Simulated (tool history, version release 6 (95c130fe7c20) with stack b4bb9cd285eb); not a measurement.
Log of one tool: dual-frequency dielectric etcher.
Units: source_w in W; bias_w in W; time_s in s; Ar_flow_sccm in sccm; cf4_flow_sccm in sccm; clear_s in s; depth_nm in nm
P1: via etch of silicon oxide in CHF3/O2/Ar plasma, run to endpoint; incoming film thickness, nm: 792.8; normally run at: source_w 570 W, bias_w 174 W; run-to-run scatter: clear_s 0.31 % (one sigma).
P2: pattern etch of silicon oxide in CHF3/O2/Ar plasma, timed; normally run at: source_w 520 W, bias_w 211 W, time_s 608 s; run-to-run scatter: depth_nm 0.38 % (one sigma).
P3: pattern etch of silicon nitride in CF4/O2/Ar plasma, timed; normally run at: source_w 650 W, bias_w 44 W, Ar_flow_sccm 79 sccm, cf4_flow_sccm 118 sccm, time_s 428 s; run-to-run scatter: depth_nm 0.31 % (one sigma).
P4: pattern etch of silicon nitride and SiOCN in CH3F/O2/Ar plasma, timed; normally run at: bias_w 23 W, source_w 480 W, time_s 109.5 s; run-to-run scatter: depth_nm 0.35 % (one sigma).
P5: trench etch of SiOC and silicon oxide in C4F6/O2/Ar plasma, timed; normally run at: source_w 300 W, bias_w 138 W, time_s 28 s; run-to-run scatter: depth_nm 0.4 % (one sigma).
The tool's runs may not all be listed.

run   hour  process  source_w  bias_w  time_s  Ar_flow_sccm  cf4_flow_sccm  clear_s  depth_nm
  1    6.7       P1       570     174                                        429.83
  2   14.3       P1       430     215                                        443.82
  3   20.9       P4       480      14   109.5                                          12.464
  4   25.8       P3       650      44     428           105            118             963.46
  5   32.6       P5       300     138      28                                          44.773
  6   38.2       P2       520     211     608                                          1222.1
  7   45.7       P4       580      23   109.5                                          16.514
  8   49.8       P3       650      44     428            79             77             941.57
  9   54.8       P5       300     138    37.5                                          60.337
 10   61.5       P1       570     232                                        388.94
 11   69.4       P1       800     174                                        376.38
 12   74.1       P1       570     120                                        481.68
 13   80.1       P2       520     265     608                                          1313.9
 14   84.1       P2       520     211   866.5                                          1732.8
 15   88.3       P3       850      44     428            79            118               1261
 16   92.6       P1       570     174                                        429.92
 17   96.6       P5       240     138      28                                          41.093
 18  100.2       P1       350     174                                        519.55
 19  106.5       P4       480      23     162                                          22.886
 20  110.8       P3       650      44     428            79            118             988.17
 21  115.7       P3       650      27     428            79            118             851.37
 22  123.7       P1       570     174                                        427.91
 23  128.7       P1       570     174                                        429.23
 24  133.5       P4       480      23   109.5                                          15.416
 25  137.6       P2       720     211     608                                          1376.2
 26  141.7       P3       650      44     273            79            118             632.96
 27  146.9       P5       300     182      28                                          48.842
 28  150.9       P1       570     174                                        429.24
 29  155.2       P1       570     174                                        428.29
 30  159.5       P1       570     174                                        430.55
 31  165.5       P1       570     174                                        431.92
 32  172.8       P1       570     174                                         435.8
 33  179.8       P1       570     174                                        434.75
     183.4  -- wet clean of the chamber
 34    187       P1       570     174                                        437.37
 35  193.1       P1       570     174                                        435.48

Run 36 comes next. What will it give?
 36  198.5       P1       570     174                                             ?

clear_s: 435.89 s

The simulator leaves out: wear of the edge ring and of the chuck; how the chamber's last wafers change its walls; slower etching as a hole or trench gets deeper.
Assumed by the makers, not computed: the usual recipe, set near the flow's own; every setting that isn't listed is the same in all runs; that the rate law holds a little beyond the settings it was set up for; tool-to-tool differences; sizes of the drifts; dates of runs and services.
